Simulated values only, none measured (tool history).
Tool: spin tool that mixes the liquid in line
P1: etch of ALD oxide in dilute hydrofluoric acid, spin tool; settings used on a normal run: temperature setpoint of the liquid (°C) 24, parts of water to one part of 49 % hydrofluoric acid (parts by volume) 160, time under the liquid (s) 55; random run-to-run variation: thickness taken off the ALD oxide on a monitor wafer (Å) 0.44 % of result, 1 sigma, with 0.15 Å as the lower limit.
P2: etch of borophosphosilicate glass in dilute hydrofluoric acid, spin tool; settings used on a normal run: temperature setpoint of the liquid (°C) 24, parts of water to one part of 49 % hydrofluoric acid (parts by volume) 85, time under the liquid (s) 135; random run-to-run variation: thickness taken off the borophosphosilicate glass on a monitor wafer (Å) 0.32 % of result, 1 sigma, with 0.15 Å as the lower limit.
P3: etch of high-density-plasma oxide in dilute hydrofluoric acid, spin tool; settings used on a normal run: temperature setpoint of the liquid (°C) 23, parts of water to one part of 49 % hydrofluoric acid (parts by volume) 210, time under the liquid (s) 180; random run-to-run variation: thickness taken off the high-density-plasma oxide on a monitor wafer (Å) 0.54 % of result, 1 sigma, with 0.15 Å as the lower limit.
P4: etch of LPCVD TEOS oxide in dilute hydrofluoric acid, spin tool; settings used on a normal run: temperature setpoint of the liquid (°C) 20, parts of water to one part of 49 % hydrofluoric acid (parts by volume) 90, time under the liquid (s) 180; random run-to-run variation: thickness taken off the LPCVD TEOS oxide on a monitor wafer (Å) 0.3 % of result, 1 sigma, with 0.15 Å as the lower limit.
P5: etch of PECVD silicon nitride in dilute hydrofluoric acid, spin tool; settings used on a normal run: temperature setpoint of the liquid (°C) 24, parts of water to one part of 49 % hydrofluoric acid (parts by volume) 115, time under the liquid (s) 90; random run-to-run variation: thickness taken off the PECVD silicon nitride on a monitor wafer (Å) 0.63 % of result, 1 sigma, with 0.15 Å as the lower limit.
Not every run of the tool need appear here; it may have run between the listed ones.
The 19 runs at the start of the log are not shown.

run   hour  process that ran  temperature setpoint of the liquid (°C)  parts of water to one part of 49 % hydrofluoric acid (parts by volume)  time under the liquid (s)  hours since the thermometer was replaced  hours since the hydrofluoric acid flow meter was replaced  thickness taken off the ALD oxide on a monitor wafer (Å)  thickness taken off the high-density-plasma oxide on a monitor wafer (Å)  thickness taken off the LPCVD TEOS oxide on a monitor wafer (Å)  thickness taken off the PECVD silicon nitride on a monitor wafer (Å)  thickness taken off the borophosphosilicate glass on a monitor wafer (Å)
 20  137.7                P3                                       23                                                                     345                        180                                    1056.1                                                       91.8                                                                                                                              27.088
 21  147.1                P5                                       24                                                                     115                         90                                    1065.5                                                      101.2                                                                                                                                                                                                                                                                     43.389
 22  151.4                P4                                       20                                                                      90                        180                                    1069.8                                                      105.5                                                                                                                                                                                               306.06
 23  159.2                P1                                       24                                                                     160                         55                                    1077.6                                                      113.3                                                    50.199
 24  164.4                P5                                       24                                                                     115                        150                                    1082.8                                                      118.5                                                                                                                                                                                                                                                                     72.895
 25  169.1                P3                                       17                                                                     210                        180                                    1087.5                                                      123.2                                                                                                                              39.456
 26  178.1                P5                                       24                                                                     210                         90                                    1096.5                                                      132.2                                                                                                                                                                                                                                                                     24.256
 27  184.2                P2                                       24                                                                      85                        135                                    1102.6                                                      138.3                                                                                                                                                                                                                                                                                                                                                570.9
 28  192.8                P4                                       20                                                                      20                        180                                    1111.2                                                      146.9                                                                                                                                                                                               1494.5
 29  197.9                P1                                       20                                                                     160                         80                                    1116.3                                                        152                                                    61.964

Estimate the outcome of run 30 from the log above:
 30  204.4                P1                                       24                                                                      55                         55                                    1122.8                                                      158.5                                                         ?

Run 30 yielded thickness taken off the ALD oxide on a monitor wafer (Å) 165.1.
